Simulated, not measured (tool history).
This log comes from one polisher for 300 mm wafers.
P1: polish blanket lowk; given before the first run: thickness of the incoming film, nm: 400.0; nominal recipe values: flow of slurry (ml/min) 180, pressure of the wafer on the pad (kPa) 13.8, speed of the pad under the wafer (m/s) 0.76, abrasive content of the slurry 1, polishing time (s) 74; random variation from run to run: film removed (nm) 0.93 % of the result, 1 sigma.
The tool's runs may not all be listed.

run	hour	flow of slurry (ml/min)	pressure of the wafer on the pad (kPa)	speed of the pad under the wafer (m/s)	abrasive content of the slurry	polishing time (s)	wafers polished on this pad	hours since the slurry nozzle was cleaned	hours since the head pressure was calibrated	hours since the slurry blender was calibrated	hours since the conditioning disc was replaced	film removed (nm)
1	7.9	180	13.8	0.76	1	74	330	440.6	483	77.4	170.5	27.435
2	15.6	180	13.8	0.76	1	74	406	448.3	490.7	85.1	178.2	27.221
3	20	180	13.8	0.76	1	44	449	452.7	495.1	89.5	182.6	15.976
4	25.6	265	20	0.76	1	74	504	458.3	500.7	95.1	188.2	41.541
# hour 28.1: conditioning disc replaced and pad reconditioned
5	34.2	275	13.8	0.76	1	74	588	466.9	509.3	103.7	6.2	28.108
6	38.9	180	13.8	0.36	1	74	634	471.6	514	108.4	10.9	15.091
7	43.8	180	13.8	0.76	1.4	74	682	476.5	518.9	113.3	15.8	30.845
# hour 48.2: head pressure recalibrated
8	50	180	10.3	0.76	1	74	742	482.7	1.8	119.5	22	20.416
9	54.3	180	13.8	0.76	1	74	785	487	6.1	123.8	26.3	27.613
10	59.8	110	13.8	0.76	1	74	838	492.5	11.6	129.3	31.8	24.336
11	66	180	13.8	0.76	1	74	899	498.7	17.8	135.5	38	27.474
12	72.9	180	13.8	1.14	1	74	967	505.6	24.7	142.4	44.9	37.599
13	80.8	180	13.8	0.76	1	114	1044	513.5	32.6	150.3	52.8	41.596
14	88.2	180	21.4	0.76	1	74	1117	520.9	40	157.7	60.2	41.724

Run 15 comes next. What will it give?
15	93.4	180	13.8	0.76	0.75	74	1167	526.1	45.2	162.9	65.4	?

{"run 15": {"film removed (nm)": 23.743}}
